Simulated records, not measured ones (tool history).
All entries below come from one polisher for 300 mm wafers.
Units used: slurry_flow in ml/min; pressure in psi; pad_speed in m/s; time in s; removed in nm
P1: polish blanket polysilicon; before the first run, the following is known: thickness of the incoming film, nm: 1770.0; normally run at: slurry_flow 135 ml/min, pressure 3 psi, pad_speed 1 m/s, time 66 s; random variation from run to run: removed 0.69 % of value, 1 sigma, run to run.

run,hour,slurry_flow,pressure,pad_speed,time,wafers polished on this pad,hours since the slurry nozzle was cleaned,hours since the head pressure was calibrated,removed
1,3,135,3,1,66,175,144.8,404.5,589.63
2,6.6,135,3,0.52,66,214,148.4,408.1,306.36
3,11.6,135,3,1,66,268,153.4,413.1,586.93
4,16.5,135,2,1,66,322,158.3,418,392.04
5,18.8,135,3,1,66,347,160.6,420.3,591.11
6,21.3,165,4.2,1,66,374,163.1,422.8,858.28
# hour 24.2: worn pad replaced by a new one
7,24.4,80,3,1,66,2,166.2,425.9,515.82
8,28.1,190,3,1,66,43,169.9,429.6,625.92
9,31.1,100,3,1,88,75,172.9,432.6,737.98
10,34.4,135,3,1,93,111,176.2,435.9,830.64
11,36.7,135,3,1,46,136,178.5,438.2,405.88
12,39.3,135,4.7,1,66,165,181.1,440.8,924.6
13,41.9,135,3,1,66,193,183.7,443.4,587.91
14,44.2,135,3,1.36,66,218,186,445.7,797.67
15,48.7,165,1.9,1,66,267,190.5,450.2,385.46
16,51.9,135,3,1,66,302,193.7,453.4,585.64
17,54.2,135,3,1,66,327,196,455.7,596.61
18,56.9,135,3,1,66,357,198.7,458.4,570.9
19,59.3,135,3,1,66,383,201.1,460.8,560.29
20,61.8,135,3,1,66,410,203.6,463.3,552.79
21,65,135,3,1,66,445,206.8,466.5,549.4
# hour 67.8: worn pad replaced by a new one
22,67.8,135,3,1,66,0,209.6,469.3,554.04
23,72.4,135,3,1,66,50,214.2,473.9,549.84
24,75.1,135,3,1,66,80,216.9,476.6,548.73

What P1 gives has crept off from where it sat before. The 2 causes that follow fit the log equally well, each at the size noted:
A: head's pressure below its setpoint, % = 7.24
B: slurry flow missing at the pad, % = 28.5
The creep began at about hour 54.2.
Ruled out, with reasons:
removal rate lost through wear of the pad, %: maintenance at hour 67.8, after the shift began, did not return the process to its former output

Of the 4 check runs below, each run on 5 wafers with the results averaged and each result still a question mark, which one would tell the listed causes apart?
check 1,77.8,135,3.8,1,66,,,,?
check 2,77.8,95,3,1,66,,,,?
check 3,77.8,135,3,1.22,66,,,,?
check 4,77.8,135,3,1,53,,,,?

Expected result of each check under each candidate cause:
check,result,if A,if B
check 1,removed,692.12,692.16
check 2,removed,504.78,491.35
check 3,removed,666.62,666.66
check 4,removed,438.78,438.81
How far apart the two closest causes lie, in the result that separates them most: check 1 0.01 %; check 2 2.7 %; check 3 0.01 %; check 4 0.01 %
The other checks would show nearly matching results whichever cause is true, so check 2 is the only one that separates the causes.

Check 2 was carried out, with these results: removed 492.2 nm. Which of the listed causes is responsible?

Of the candidate causes, it is B: slurry flow missing at the pad, %.

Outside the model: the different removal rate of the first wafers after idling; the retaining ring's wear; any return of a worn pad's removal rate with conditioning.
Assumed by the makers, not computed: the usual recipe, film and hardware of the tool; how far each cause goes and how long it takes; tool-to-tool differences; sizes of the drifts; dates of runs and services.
